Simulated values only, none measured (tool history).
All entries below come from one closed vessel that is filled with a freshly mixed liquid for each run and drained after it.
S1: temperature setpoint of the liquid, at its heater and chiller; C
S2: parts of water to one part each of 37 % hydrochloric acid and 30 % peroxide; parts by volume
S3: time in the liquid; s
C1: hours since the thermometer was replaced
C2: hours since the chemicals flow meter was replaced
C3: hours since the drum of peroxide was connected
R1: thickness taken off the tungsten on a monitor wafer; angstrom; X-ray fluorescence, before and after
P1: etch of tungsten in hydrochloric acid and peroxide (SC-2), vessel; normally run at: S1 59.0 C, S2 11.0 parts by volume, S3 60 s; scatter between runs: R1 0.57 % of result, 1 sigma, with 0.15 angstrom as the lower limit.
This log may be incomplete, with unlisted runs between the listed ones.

run 1 hour=7.6 | S1=59.0 S2=11.0 S3=60 | C1=1104.5 C2=761.7 C3=694.2 | R1=130.320
-- hour=13.1 new drum of peroxide connected
run 2 hour=19.5 | S1=59.0 S2=15.5 S3=30 | C1=1116.4 C2=773.6 C3=6.5 | R1=47.685
run 3 hour=28.8 | S1=59.0 S2=11.0 S3=60 | C1=1125.7 C2=782.9 C3=15.8 | R1=129.850
run 4 hour=34.5 | S1=59.0 S2=11.0 S3=60 | C1=1131.4 C2=788.6 C3=21.5 | R1=129.230
run 5 hour=46.5 | S1=59.0 S2=11.0 S3=30 | C1=1143.4 C2=800.6 C3=33.5 | R1=64.054
run 6 hour=54.5 | S1=59.0 S2=11.0 S3=60 | C1=1151.4 C2=808.6 C3=41.5 | R1=129.700
run 7 hour=65.6 | S1=59.0 S2=4.0 S3=60 | C1=1162.5 C2=819.7 C3=52.6 | R1=277.670
run 8 hour=74.1 | S1=44.5 S2=11.0 S3=60 | C1=1171.0 C2=828.2 C3=61.1 | R1=49.403
run 9 hour=82.1 | S1=72.0 S2=11.0 S3=60 | C1=1179.0 C2=836.2 C3=69.1 | R1=286.600
run 10 hour=90.4 | S1=71.0 S2=11.0 S3=30 | C1=1187.3 C2=844.5 C3=77.4 | R1=134.770
run 11 hour=100.8 | S1=59.0 S2=20.0 S3=60 | C1=1197.7 C2=854.9 C3=87.8 | R1=76.014
run 12 hour=108.7 | S1=59.0 S2=11.0 S3=115 | C1=1205.6 C2=862.8 C3=95.7 | R1=248.820
run 13 hour=118.6 | S1=59.0 S2=11.0 S3=60 | C1=1215.5 C2=872.7 C3=105.6 | R1=128.530
run 14 hour=126.2 | S1=59.0 S2=11.0 S3=60 | C1=1223.1 C2=880.3 C3=113.2 | R1=123.590
run 15 hour=135.6 | S1=59.0 S2=11.0 S3=60 | C1=1232.5 C2=889.7 C3=122.6 | R1=121.070
run 16 hour=142.5 | S1=59.0 S2=11.0 S3=60 | C1=1239.4 C2=896.6 C3=129.5 | R1=119.010
run 17 hour=151.7 | S1=59.0 S2=11.0 S3=60 | C1=1248.6 C2=905.8 C3=138.7 | R1=117.830

Estimate the outcome of run 18 from the log above:
-- hour=153.2 new drum of peroxide connected
run 18 hour=163.5 | S1=59.0 S2=11.0 S3=60 | C1=1260.4 C2=917.6 C3=10.3 | R1=?

R1: 117.000 angstrom
